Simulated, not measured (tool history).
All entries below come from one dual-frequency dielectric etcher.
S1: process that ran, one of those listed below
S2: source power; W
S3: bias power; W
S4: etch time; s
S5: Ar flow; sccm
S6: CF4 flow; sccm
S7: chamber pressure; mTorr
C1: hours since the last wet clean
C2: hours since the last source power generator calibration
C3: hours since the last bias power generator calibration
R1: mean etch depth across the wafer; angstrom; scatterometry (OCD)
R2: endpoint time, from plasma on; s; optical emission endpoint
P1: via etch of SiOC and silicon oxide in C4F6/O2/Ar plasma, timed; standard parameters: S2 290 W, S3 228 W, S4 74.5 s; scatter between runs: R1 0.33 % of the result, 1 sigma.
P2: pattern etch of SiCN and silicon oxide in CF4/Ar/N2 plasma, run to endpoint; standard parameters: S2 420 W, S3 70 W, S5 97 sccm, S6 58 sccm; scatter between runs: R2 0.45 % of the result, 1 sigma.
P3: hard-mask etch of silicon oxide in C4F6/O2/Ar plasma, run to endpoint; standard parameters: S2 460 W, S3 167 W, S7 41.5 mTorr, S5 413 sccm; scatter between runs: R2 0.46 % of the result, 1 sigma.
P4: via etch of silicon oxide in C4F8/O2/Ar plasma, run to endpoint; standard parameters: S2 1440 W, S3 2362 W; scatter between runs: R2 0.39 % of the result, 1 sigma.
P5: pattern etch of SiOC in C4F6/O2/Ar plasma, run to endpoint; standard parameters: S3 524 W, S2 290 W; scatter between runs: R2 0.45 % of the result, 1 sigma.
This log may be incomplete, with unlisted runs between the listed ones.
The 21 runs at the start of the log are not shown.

run,hour,S1,S2,S3,S4,S5,S6,S7,C1,C2,C3,R1,R2
22,245.9,P2,420,92,,97,58,,485.6,1119.9,194.8,,13.121
23,261.6,P1,290,176,106.5,,,,501.3,1135.6,210.5,1046.7,
24,276.3,P1,220,228,74.5,,,,516,1150.3,225.2,724.03,
25,288.6,P5,200,524,,,,,528.3,1162.6,237.5,,22.622
26,300.8,P2,420,70,,97,45,,540.5,1174.8,249.7,,15
27,316.1,P4,1440,2362,,,,,555.8,1190.1,265,,334.7
28,323.8,P3,460,233,,413,,41.5,563.5,1197.8,272.7,,68.949
29,330.9,P2,420,70,,97,58,,570.6,1204.9,279.8,,14.435

Run 30 comes next. What will it give?
30,338,P1,290,289,74.5,,,,577.7,1212,286.9,?,

Run 30 came out at R1 865.3 angstrom.
